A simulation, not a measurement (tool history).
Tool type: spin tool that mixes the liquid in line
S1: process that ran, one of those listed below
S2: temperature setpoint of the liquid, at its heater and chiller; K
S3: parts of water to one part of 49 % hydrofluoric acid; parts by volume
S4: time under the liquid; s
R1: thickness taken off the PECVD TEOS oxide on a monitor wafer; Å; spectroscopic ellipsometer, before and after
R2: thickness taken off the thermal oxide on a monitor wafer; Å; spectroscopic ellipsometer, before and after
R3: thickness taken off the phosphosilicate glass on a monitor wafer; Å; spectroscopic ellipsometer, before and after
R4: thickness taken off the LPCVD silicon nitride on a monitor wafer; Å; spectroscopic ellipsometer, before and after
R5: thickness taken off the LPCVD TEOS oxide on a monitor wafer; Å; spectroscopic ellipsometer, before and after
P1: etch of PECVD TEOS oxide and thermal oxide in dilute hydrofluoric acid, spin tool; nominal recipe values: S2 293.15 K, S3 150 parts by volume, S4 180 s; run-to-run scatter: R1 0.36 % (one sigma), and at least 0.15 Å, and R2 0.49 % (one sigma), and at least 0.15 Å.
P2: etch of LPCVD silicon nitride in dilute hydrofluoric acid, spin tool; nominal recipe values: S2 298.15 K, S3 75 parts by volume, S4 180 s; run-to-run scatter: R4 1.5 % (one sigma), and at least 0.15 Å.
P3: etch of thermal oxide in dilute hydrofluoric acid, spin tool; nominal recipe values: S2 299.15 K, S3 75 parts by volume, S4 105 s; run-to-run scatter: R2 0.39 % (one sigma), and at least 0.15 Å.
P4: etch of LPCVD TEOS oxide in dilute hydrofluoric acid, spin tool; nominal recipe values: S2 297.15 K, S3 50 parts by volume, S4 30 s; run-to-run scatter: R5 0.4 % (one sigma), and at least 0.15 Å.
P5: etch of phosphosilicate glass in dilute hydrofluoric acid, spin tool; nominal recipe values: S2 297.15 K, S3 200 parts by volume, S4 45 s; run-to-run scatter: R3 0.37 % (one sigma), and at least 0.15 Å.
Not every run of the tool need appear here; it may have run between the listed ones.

run     day  S1      S2   S3   S4        R1        R2       R3       R4       R5
  1   0.521  P1  293.15  150  180   211.580   43.4700
  2   0.971  P1  293.15  225  180   130.660   26.8170
  3   1.300  P5  290.15  200   45                      177.330
  4   1.575  P2  298.15   75  180                               13.7010
  5   1.979  P5  297.15  200   45                      231.700
  6   2.333  P1  293.15  150  180   211.410   43.1770
  7   2.833  P5  297.15  330   45                      122.660
  8   3.200  P1  293.15   70   15    41.491    8.4412
  9   3.462  P4  297.15   50   30                                        133.230
 10   3.792  P1  293.15  150  180   209.850   43.7290
 11   4.079  P3  306.65   75  105            106.1600
 12   4.367  P1  293.15  150  335   394.450   80.9940
 13   4.875  P1  293.15  150  180   211.410   43.5290
 14   5.121  P1  301.15  215  180   184.660   37.6820
 15   5.442  P3  299.15   75  105             79.8370
 16   5.838  P4  302.65   50   30                                        166.920
 17   6.112  P4  297.15   50   50                                        222.270
 18   6.521  P1  296.65  150  180   242.380   49.2910
      6.629  -- thermometer replaced
 19   7.008  P3  299.15   75  105             80.1040
 20   7.267  P1  293.15  150  180   209.980   43.4550
 21   7.658  P2  292.65   75  180                                9.2667
 22   7.896  P1  293.15   25  180  1470.900  297.7900
 23   8.300  P1  293.15  150  180   211.400   43.6460
 24   8.821  P3  299.15   75   15             11.2290
 25   9.212  P3  299.15   25  105            255.5700
 26   9.633  P1  293.15  150   15    17.429    3.4523
 27   9.858  P5  297.15  200   15                       77.387
 28  10.238  P1  290.15  260  180    97.903   20.1500
 29  10.600  P4  297.15   85   30                                         74.736
 30  10.867  P5  297.15  200   45                      231.440
 31  11.167  P2  298.15   35  180                               28.6920
 32  11.446  P1  293.15  150  180   211.260   43.0890
 33  11.829  P2  298.15   75   70                                5.3869
 34  12.296  P1  290.15  150  180   186.870   38.0320
 35  12.550  P1  293.15  150  180   211.700   43.4850
 36  13.017  P1  293.15  150  180   201.550   41.1220
 37  13.388  P1  293.15  150  180   197.530   40.3040

Run 38 is up next; what results do you expect?
 38  13.629  P1  293.15  150  180   ?   ?

{"run 38": {"R1": 195.87, "R2": 39.808}}
